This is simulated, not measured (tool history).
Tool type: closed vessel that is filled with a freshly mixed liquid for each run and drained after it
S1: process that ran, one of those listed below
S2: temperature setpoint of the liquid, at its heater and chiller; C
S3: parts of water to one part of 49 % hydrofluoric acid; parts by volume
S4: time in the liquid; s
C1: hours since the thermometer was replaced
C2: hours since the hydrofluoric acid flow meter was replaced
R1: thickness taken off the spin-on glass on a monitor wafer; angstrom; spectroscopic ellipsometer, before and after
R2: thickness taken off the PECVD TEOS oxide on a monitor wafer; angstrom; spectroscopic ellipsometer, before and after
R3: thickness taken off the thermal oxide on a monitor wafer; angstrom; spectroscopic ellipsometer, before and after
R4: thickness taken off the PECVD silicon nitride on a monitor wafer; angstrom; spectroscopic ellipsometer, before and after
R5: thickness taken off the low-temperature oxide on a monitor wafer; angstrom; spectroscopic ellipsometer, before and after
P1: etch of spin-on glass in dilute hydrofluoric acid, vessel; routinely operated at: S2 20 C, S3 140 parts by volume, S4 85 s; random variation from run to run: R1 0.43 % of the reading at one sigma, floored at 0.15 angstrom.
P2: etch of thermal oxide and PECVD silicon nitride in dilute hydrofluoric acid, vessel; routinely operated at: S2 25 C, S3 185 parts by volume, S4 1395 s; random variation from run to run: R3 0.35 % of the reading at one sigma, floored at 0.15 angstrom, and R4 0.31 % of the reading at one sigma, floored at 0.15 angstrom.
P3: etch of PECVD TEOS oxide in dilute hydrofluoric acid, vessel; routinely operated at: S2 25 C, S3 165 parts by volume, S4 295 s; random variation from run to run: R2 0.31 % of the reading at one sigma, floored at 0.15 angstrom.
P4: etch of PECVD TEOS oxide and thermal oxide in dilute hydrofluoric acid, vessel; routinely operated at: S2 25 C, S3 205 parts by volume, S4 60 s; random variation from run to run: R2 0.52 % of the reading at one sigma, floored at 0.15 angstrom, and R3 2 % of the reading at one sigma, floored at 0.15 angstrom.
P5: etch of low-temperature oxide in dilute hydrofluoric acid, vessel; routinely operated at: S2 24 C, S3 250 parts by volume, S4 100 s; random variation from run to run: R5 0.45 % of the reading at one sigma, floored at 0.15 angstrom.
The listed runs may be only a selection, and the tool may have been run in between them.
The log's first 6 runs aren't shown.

run 7 hour=92.4 | S1=P1 S2=20 S3=140 S4=30 | C1=1305.8 C2=341 | R1=109.18
run 8 hour=103.8 | S1=P5 S2=24 S3=250 S4=175 | C1=1317.2 C2=352.4 | R5=211.86
run 9 hour=116.7 | S1=P1 S2=25 S3=245 S4=85 | C1=1330.1 C2=365.3 | R1=190.08
run 10 hour=132.5 | S1=P2 S2=32 S3=185 S4=1395 | C1=1345.9 C2=381.1 | R3=412.13 R4=438.19
run 11 hour=147.9 | S1=P3 S2=25 S3=165 S4=585 | C1=1361.3 C2=396.5 | R2=924.27
run 12 hour=157.9 | S1=P3 S2=25 S3=50 S4=295 | C1=1371.3 C2=406.5 | R2=1775.2
run 13 hour=171.1 | S1=P2 S2=25 S3=185 S4=2485 | C1=1384.5 C2=419.7 | R3=570.47 R4=506.22
run 14 hour=179.5 | S1=P4 S2=25 S3=65 S4=60 | C1=1392.9 C2=428.1 | R2=277.62 R3=51.837
run 15 hour=188.8 | S1=P1 S2=20 S3=140 S4=85 | C1=1402.2 C2=437.4 | R1=308.75
run 16 hour=205.6 | S1=P2 S2=25 S3=325 S4=1395 | C1=1419 C2=454.2 | R3=157.34 R4=162.77
run 17 hour=219.9 | S1=P1 S2=20 S3=195 S4=85 | C1=1433.3 C2=468.5 | R1=209.72
run 18 hour=228.2 | S1=P5 S2=24 S3=250 S4=100 | C1=1441.6 C2=476.8 | R5=121.22
run 19 hour=243.2 | S1=P1 S2=20 S3=140 S4=85 | C1=1456.6 C2=491.8 | R1=308.55
run 20 hour=252.4 | S1=P1 S2=24 S3=140 S4=85 | C1=1465.8 C2=501 | R1=362.73
run 21 hour=264.8 | S1=P1 S2=20 S3=140 S4=135 | C1=1478.2 C2=513.4 | R1=491.83
run 22 hour=276.2 | S1=P5 S2=18 S3=250 S4=100 | C1=1489.6 C2=524.8 | R5=96.75
run 23 hour=291.9 | S1=P4 S2=17 S3=205 S4=60 | C1=1505.3 C2=540.5 | R2=55.07 R3=9.9099
run 24 hour=300.4 | S1=P1 S2=17 S3=225 S4=85 | C1=1513.8 C2=549 | R1=157.38
run 25 hour=309 | S1=P5 S2=24 S3=370 S4=100 | C1=1522.4 C2=557.6 | R5=72.62
run 26 hour=322.4 | S1=P1 S2=20 S3=90 S4=40 | C1=1535.8 C2=571 | R1=238.54
run 27 hour=333.5 | S1=P1 S2=20 S3=30 S4=85 | C1=1546.9 C2=582.1 | R1=1641.1

Run 28, settings as shown, results not yet in. Your forecast:
run 28 hour=350.8 | S1=P4 S2=25 S3=205 S4=105 | C1=1564.2 C2=599.4 | R2=? R3=?

{"run 28": {"R2": 130.57, "R3": 23.957}}

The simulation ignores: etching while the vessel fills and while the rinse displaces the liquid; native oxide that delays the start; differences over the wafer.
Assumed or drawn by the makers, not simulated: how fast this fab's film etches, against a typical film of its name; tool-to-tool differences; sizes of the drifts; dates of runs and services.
